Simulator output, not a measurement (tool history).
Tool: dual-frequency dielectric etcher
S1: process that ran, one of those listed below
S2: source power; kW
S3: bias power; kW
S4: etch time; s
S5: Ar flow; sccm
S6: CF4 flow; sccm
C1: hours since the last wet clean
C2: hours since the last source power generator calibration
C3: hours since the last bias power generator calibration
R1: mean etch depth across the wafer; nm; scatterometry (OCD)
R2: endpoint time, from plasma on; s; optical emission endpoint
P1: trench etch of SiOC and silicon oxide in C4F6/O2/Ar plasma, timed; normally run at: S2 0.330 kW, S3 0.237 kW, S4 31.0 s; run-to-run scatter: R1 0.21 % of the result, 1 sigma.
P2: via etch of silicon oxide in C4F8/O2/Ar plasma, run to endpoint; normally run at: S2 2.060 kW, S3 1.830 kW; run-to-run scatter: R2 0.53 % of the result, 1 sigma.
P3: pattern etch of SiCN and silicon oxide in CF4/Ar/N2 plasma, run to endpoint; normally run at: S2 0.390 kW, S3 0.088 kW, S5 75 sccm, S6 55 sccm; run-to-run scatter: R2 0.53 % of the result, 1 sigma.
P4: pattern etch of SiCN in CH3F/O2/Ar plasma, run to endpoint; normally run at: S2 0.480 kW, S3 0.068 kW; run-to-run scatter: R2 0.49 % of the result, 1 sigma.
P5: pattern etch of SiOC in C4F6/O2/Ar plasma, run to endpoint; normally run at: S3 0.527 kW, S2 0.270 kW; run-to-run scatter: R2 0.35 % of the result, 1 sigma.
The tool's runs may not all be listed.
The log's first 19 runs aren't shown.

{"run": 20, "hour": 91.3, "S1": "P2", "S2": 2.06, "S3": 1.83, "C1": 358.2, "C2": 3290.9, "C3": 1901.1, "R2": 224.11}
{"run": 21, "hour": 94.7, "S1": "P3", "S2": 0.39, "S3": 0.088, "S5": 100, "S6": 55, "C1": 361.6, "C2": 3294.3, "C3": 1904.5, "R2": 15.989}
{"run": 22, "hour": 98.3, "S1": "P1", "S2": 0.33, "S3": 0.237, "S4": 31.0, "C1": 365.2, "C2": 3297.9, "C3": 1908.1, "R1": 60.787}
{"run": 23, "hour": 104.0, "S1": "P1", "S2": 0.21, "S3": 0.237, "S4": 31.0, "C1": 370.9, "C2": 3303.6, "C3": 1913.8, "R1": 51.114}
{"run": 24, "hour": 109.9, "S1": "P3", "S2": 0.39, "S3": 0.056, "S5": 75, "S6": 55, "C1": 376.8, "C2": 3309.5, "C3": 1919.7, "R2": 17.773}
{"run": 25, "hour": 116.1, "S1": "P3", "S2": 0.39, "S3": 0.088, "S5": 75, "S6": 55, "C1": 383.0, "C2": 3315.7, "C3": 1925.9, "R2": 15.377}
{"run": 26, "hour": 122.2, "S1": "P3", "S2": 0.39, "S3": 0.088, "S5": 75, "S6": 67, "C1": 389.1, "C2": 3321.8, "C3": 1932.0, "R2": 14.881}
{"run": 27, "hour": 128.4, "S1": "P4", "S2": 0.48, "S3": 0.068, "C1": 395.3, "C2": 3328.0, "C3": 1938.2, "R2": 24.687}
{"run": 28, "hour": 134.6, "S1": "P2", "S2": 2.06, "S3": 1.83, "C1": 401.5, "C2": 3334.2, "C3": 1944.4, "R2": 223.65}
{"run": 29, "hour": 137.5, "S1": "P5", "S2": 0.27, "S3": 0.527, "C1": 404.4, "C2": 3337.1, "C3": 1947.3, "R2": 18.163}
{"run": 30, "hour": 141.5, "S1": "P1", "S2": 0.33, "S3": 0.237, "S4": 31.0, "C1": 408.4, "C2": 3341.1, "C3": 1951.3, "R1": 60.675}
{"run": 31, "hour": 144.8, "S1": "P1", "S2": 0.33, "S3": 0.237, "S4": 31.0, "C1": 411.7, "C2": 3344.4, "C3": 1954.6, "R1": 60.687}
{"run": 32, "hour": 149.4, "S1": "P1", "S2": 0.33, "S3": 0.237, "S4": 31.0, "C1": 416.3, "C2": 3349.0, "C3": 1959.2, "R1": 61.072}
{"run": 33, "hour": 154.6, "S1": "P1", "S2": 0.33, "S3": 0.237, "S4": 31.0, "C1": 421.5, "C2": 3354.2, "C3": 1964.4, "R1": 61.41}
{"run": 34, "hour": 157.5, "S1": "P1", "S2": 0.33, "S3": 0.237, "S4": 31.0, "C1": 424.4, "C2": 3357.1, "C3": 1967.3, "R1": 61.459}
{"run": 35, "hour": 160.7, "S1": "P1", "S2": 0.33, "S3": 0.237, "S4": 31.0, "C1": 427.6, "C2": 3360.3, "C3": 1970.5, "R1": 61.559}
{"run": 36, "hour": 165.3, "S1": "P1", "S2": 0.33, "S3": 0.237, "S4": 31.0, "C1": 432.2, "C2": 3364.9, "C3": 1975.1, "R1": 61.597}
{"hour": 167.7, "done": "wet clean of the chamber"}
{"run": 37, "hour": 168.4, "S1": "P1", "S2": 0.33, "S3": 0.237, "S4": 31.0, "C1": 0.8, "C2": 3368.0, "C3": 1978.2, "R1": 61.495}
{"run": 38, "hour": 173.3, "S1": "P1", "S2": 0.33, "S3": 0.237, "S4": 31.0, "C1": 5.7, "C2": 3372.9, "C3": 1983.1, "R1": 61.643}
{"run": 39, "hour": 176.1, "S1": "P1", "S2": 0.33, "S3": 0.237, "S4": 31.0, "C1": 8.5, "C2": 3375.7, "C3": 1985.9, "R1": 61.221}
{"run": 40, "hour": 179.3, "S1": "P1", "S2": 0.33, "S3": 0.237, "S4": 31.0, "C1": 11.7, "C2": 3378.9, "C3": 1989.1, "R1": 61.651}

The next listed run, before its measurement:
{"run": 41, "hour": 185.6, "S1": "P1", "S2": 0.33, "S3": 0.237, "S4": 31.0, "C1": 18.0, "C2": 3385.2, "C3": 1995.4, "R1": "?"}

R1: 61.723 nm

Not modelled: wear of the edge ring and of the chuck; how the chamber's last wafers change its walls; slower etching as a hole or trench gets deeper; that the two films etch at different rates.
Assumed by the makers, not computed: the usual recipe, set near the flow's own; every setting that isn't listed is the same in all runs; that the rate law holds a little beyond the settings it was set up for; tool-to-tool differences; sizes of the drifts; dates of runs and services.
